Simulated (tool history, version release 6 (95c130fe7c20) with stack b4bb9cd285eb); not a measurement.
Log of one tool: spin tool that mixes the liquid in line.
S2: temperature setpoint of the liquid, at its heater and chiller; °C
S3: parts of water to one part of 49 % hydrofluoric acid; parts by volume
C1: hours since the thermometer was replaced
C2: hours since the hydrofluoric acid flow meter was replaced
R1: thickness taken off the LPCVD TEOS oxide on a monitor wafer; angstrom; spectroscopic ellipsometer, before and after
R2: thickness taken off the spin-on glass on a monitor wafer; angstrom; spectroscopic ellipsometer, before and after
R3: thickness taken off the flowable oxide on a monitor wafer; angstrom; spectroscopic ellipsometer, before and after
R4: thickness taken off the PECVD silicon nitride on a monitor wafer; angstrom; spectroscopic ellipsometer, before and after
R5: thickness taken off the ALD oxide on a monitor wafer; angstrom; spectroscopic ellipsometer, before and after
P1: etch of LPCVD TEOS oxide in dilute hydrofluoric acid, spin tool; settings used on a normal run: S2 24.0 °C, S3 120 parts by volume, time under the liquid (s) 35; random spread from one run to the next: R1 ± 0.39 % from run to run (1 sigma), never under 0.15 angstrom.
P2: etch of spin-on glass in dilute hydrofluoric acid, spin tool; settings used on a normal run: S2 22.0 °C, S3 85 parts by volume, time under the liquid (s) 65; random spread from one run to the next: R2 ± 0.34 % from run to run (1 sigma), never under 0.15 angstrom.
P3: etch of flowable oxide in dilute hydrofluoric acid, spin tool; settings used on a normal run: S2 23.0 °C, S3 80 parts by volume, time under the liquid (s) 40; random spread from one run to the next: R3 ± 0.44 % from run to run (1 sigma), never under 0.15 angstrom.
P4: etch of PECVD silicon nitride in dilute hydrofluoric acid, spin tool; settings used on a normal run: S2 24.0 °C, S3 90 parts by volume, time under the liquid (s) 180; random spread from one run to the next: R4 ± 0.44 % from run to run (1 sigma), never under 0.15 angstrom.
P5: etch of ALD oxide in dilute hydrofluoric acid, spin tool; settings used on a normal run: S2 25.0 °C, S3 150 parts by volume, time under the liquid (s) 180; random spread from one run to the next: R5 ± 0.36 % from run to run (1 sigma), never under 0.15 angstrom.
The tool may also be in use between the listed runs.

Run 1, hour 8.0: process that ran P1, S2 24.0 °C, S3 120 parts by volume, time under the liquid (s) 35; C1 1284.7; C2 771.9. Result: R1 81.437 angstrom.
Run 2, hour 16.2: process that ran P2, S2 22.0 °C, S3 85 parts by volume, time under the liquid (s) 65; C1 1292.9; C2 780.1. Result: R2 300.590 angstrom.
Run 3, hour 22.3: process that ran P1, S2 24.0 °C, S3 120 parts by volume, time under the liquid (s) 35; C1 1299.0; C2 786.2. Result: R1 81.123 angstrom.
Run 4, hour 31.8: process that ran P1, S2 24.0 °C, S3 120 parts by volume, time under the liquid (s) 65; C1 1308.5; C2 795.7. Result: R1 150.420 angstrom.
Run 5, hour 41.4: process that ran P1, S2 24.0 °C, S3 120 parts by volume, time under the liquid (s) 35; C1 1318.1; C2 805.3. Result: R1 81.079 angstrom.
Run 6, hour 51.1: process that ran P1, S2 24.0 °C, S3 25 parts by volume, time under the liquid (s) 35; C1 1327.8; C2 815.0. Result: R1 439.920 angstrom.
Run 7, hour 58.1: process that ran P3, S2 31.5 °C, S3 80 parts by volume, time under the liquid (s) 40; C1 1334.8; C2 822.0. Result: R3 355.910 angstrom.
Run 8, hour 67.0: process that ran P1, S2 29.5 °C, S3 180 parts by volume, time under the liquid (s) 35; C1 1343.7; C2 830.9. Result: R1 61.328 angstrom.
Run 9, hour 72.3: process that ran P1, S2 24.0 °C, S3 120 parts by volume, time under the liquid (s) 35; C1 1349.0; C2 836.2. Result: R1 81.125 angstrom.
Run 10, hour 80.6: process that ran P1, S2 32.5 °C, S3 120 parts by volume, time under the liquid (s) 35; C1 1357.3; C2 844.5. Result: R1 110.690 angstrom.
Run 11, hour 89.0: process that ran P4, S2 24.0 °C, S3 90 parts by volume, time under the liquid (s) 360; C1 1365.7; C2 852.9. Result: R4 226.200 angstrom.
Run 12, hour 95.9: process that ran P2, S2 22.0 °C, S3 35 parts by volume, time under the liquid (s) 65; C1 1372.6; C2 859.8. Result: R2 777.100 angstrom.
Run 13, hour 105.7: process that ran P1, S2 24.0 °C, S3 120 parts by volume, time under the liquid (s) 35; C1 1382.4; C2 869.6. Result: R1 82.039 angstrom.
Run 14, hour 111.5: process that ran P1, S2 17.0 °C, S3 120 parts by volume, time under the liquid (s) 35; C1 1388.2; C2 875.4. Result: R1 61.048 angstrom.
Run 15, hour 121.0: process that ran P2, S2 22.0 °C, S3 85 parts by volume, time under the liquid (s) 20; C1 1397.7; C2 884.9. Result: R2 92.198 angstrom.
Run 16, hour 126.3: process that ran P4, S2 24.0 °C, S3 125 parts by volume, time under the liquid (s) 180; C1 1403.0; C2 890.2. Result: R4 82.218 angstrom.
Run 17, hour 133.8: process that ran P4, S2 24.0 °C, S3 90 parts by volume, time under the liquid (s) 180; C1 1410.5; C2 897.7. Result: R4 112.710 angstrom.
Run 18, hour 144.1: process that ran P3, S2 23.0 °C, S3 140 parts by volume, time under the liquid (s) 40; C1 1420.8; C2 908.0. Result: R3 136.270 angstrom.
Run 19, hour 151.7: process that ran P5, S2 25.0 °C, S3 150 parts by volume, time under the liquid (s) 15; C1 1428.4; C2 915.6. Result: R5 29.723 angstrom.
Run 20, hour 160.9: process that ran P1, S2 24.0 °C, S3 215 parts by volume, time under the liquid (s) 35; C1 1437.6; C2 924.8. Result: R1 40.556 angstrom.
Run 21, hour 168.7: process that ran P1, S2 27.5 °C, S3 120 parts by volume, time under the liquid (s) 15; C1 1445.4; C2 932.6. Result: R1 39.684 angstrom.
Run 22, hour 176.6: process that ran P1, S2 24.0 °C, S3 120 parts by volume, time under the liquid (s) 15; C1 1453.3; C2 940.5. Result: R1 34.300 angstrom.
Run 23, hour 181.2: process that ran P5, S2 17.5 °C, S3 150 parts by volume, time under the liquid (s) 180; C1 1457.9; C2 945.1. Result: R5 263.980 angstrom.
At hour 183.4: thermometer replaced.
Run 24, hour 187.2: process that ran P4, S2 24.0 °C, S3 90 parts by volume, time under the liquid (s) 180; C1 3.8; C2 951.1. Result: R4 113.610 angstrom.
Run 25, hour 191.9: process that ran P5, S2 25.0 °C, S3 220 parts by volume, time under the liquid (s) 180; C1 8.5; C2 955.8. Result: R5 224.810 angstrom.
Run 26, hour 199.5: process that ran P3, S2 23.0 °C, S3 80 parts by volume, time under the liquid (s) 15; C1 16.1; C2 963.4. Result: R3 96.148 angstrom.
Run 27, hour 205.8: process that ran P2, S2 30.5 °C, S3 85 parts by volume, time under the liquid (s) 65; C1 22.4; C2 969.7. Result: R2 418.650 angstrom.
Run 28, hour 215.6: process that ran P4, S2 19.0 °C, S3 90 parts by volume, time under the liquid (s) 180; C1 32.2; C2 979.5. Result: R4 80.307 angstrom.
Run 29, hour 222.4: process that ran P3, S2 23.0 °C, S3 80 parts by volume, time under the liquid (s) 40; C1 39.0; C2 986.3. Result: R3 254.840 angstrom.
Run 30, hour 227.7: process that ran P5, S2 25.0 °C, S3 150 parts by volume, time under the liquid (s) 180; C1 44.3; C2 991.6. Result: R5 355.090 angstrom.
Run 31, hour 235.6: process that ran P1, S2 24.0 °C, S3 120 parts by volume, time under the liquid (s) 35; C1 52.2; C2 999.5. Result: R1 80.937 angstrom.
Run 32, hour 242.8: process that ran P1, S2 24.0 °C, S3 120 parts by volume, time under the liquid (s) 35; C1 59.4; C2 1006.7. Result: R1 81.088 angstrom.
Run 33, hour 247.9: process that ran P1, S2 24.0 °C, S3 120 parts by volume, time under the liquid (s) 35; C1 64.5; C2 1011.8. Result: R1 82.575 angstrom.
Run 34, hour 254.6: process that ran P1, S2 24.0 °C, S3 120 parts by volume, time under the liquid (s) 35; C1 71.2; C2 1018.5. Result: R1 84.039 angstrom.
Run 35, hour 262.4: process that ran P1, S2 24.0 °C, S3 120 parts by volume, time under the liquid (s) 35; C1 79.0; C2 1026.3. Result: R1 85.654 angstrom.
Run 36, hour 268.3: process that ran P1, S2 24.0 °C, S3 120 parts by volume, time under the liquid (s) 35; C1 84.9; C2 1032.2. Result: R1 86.461 angstrom.
Run 37, hour 276.9: process that ran P1, S2 24.0 °C, S3 120 parts by volume, time under the liquid (s) 35; C1 93.5; C2 1040.8. Result: R1 87.295 angstrom.
Run 38, hour 283.1: process that ran P1, S2 24.0 °C, S3 120 parts by volume, time under the liquid (s) 35; C1 99.7; C2 1047.0. Result: R1 87.814 angstrom.
Run 39, hour 290.2: process that ran P1, S2 24.0 °C, S3 120 parts by volume, time under the liquid (s) 35; C1 106.8; C2 1054.1. Result: R1 88.799 angstrom.
Run 40, hour 299.1: process that ran P1, S2 24.0 °C, S3 120 parts by volume, time under the liquid (s) 35; C1 115.7; C2 1063.0. Result: R1 88.227 angstrom.
Run 41, hour 308.5: process that ran P1, S2 24.0 °C, S3 120 parts by volume, time under the liquid (s) 35; C1 125.1; C2 1072.4. Result: R1 88.571 angstrom.
Run 42, hour 316.1: process that ran P1, S2 24.0 °C, S3 120 parts by volume, time under the liquid (s) 35; C1 132.7; C2 1080.0. Result: R1 88.020 angstrom.

Something has made what P1 gives creep away from where it was; the 2 causes below, each at its own stated size, fit the log equally well:
A: liquid hotter than its thermometer reads (K) = 2.2
B: hydrofluoric acid flow above the setpoint (%) = 7.74
Creep in the process output first set in at about hour 242.8.

The check runs listed below each take one wafer, and their results are still question marks. Under which run would the listed causes lead to clearly different results?
Run check 1, hour 323.7: process that ran P5, S2 17.5 °C, S3 150 parts by volume, time under the liquid (s) 15. Result: R5 ?.
Run check 2, hour 323.7: process that ran P2, S2 29.5 °C, S3 60 parts by volume, time under the liquid (s) 65. Result: R2 ?.
Run check 3, hour 323.7: process that ran P3, S2 30.5 °C, S3 80 parts by volume, time under the liquid (s) 25. Result: R3 ?.
Run check 4, hour 323.7: process that ran P4, S2 24.0 °C, S3 90 parts by volume, time under the liquid (s) 290. Result: R4 ?.

What every check run would give for each of its results, assuming each possible cause in turn:
  check  result     if A     if B
check 1      R5   24.062   23.977
check 2      R2  646.850  644.210
check 3      R3  232.670  232.750
check 4      R4  210.620  196.220
Gap, in per cent, between the two causes that each check separates least, read from the result that separates them most: check 1 0.35 %; check 2 0.41 %; check 3 0.03 %; check 4 7.08 %
The causes can be told apart only by check 4. The other checks would give nearly the same results under each of them.

Then check 4 was run and gave: R4 209.640 angstrom. Which cause is it?

The correct cause is A, namely: liquid hotter than its thermometer reads (K).
